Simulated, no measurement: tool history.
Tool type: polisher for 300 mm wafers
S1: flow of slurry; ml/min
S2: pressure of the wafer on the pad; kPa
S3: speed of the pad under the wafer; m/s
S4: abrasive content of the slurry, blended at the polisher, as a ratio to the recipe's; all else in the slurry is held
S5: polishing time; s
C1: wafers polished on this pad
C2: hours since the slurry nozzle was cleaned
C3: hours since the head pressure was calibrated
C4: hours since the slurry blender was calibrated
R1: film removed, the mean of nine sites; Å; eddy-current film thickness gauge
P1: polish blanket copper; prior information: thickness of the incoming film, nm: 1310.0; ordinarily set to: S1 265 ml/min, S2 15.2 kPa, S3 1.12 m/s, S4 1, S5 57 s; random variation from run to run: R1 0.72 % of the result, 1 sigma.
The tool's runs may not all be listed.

run	hour	S1	S2	S3	S4	S5	C1	C2	C3	C4	R1
1	4.5	265	15.2	1.12	1	57	254	508	749.6	31.4	1225.6
2	11.6	265	15.2	1.12	1	87	304	515.1	756.7	38.5	1872.8
3	15.9	160	15.2	1.12	1	57	334	519.4	761	42.8	1156.8
4	20.8	265	15.2	1.52	1	57	368	524.3	765.9	47.7	1658.5
5	24.9	355	15.2	1.12	1	57	396	528.4	770	51.8	1279.6
6	29.3	265	15.2	1.12	1	57	427	532.8	774.4	56.2	1228.3
7	36.1	265	15.2	1.12	1	57	475	539.6	781.2	63	1226.9
8	40	265	15.2	1.12	1	57	502	543.5	785.1	66.9	1231.4
9	47	265	22.8	1.12	1	57	551	550.5	792.1	73.9	1852.2
10	53.2	265	15.2	1.12	1	57	594	556.7	798.3	80.1	1228.9
11	59.1	265	15.2	1.12	0.5	57	635	562.6	804.2	86	1062.2
12	64.1	265	15.2	0.5	1	57	670	567.6	809.2	91	554.24
13	69.2	265	15.2	1.12	1	26	706	572.7	814.3	96.1	568.16
14	74.8	265	15.2	1.12	1	57	745	578.3	819.9	101.7	1245
15	80.2	265	9	1.12	1	57	783	583.7	825.3	107.1	728.54

Forecast run 16:
# hour 82: slurry blender recalibrated
16	84.3	265	15.2	1.12	1.45	57	811	587.8	829.4	2.3	?

R1: 1340.2 Å
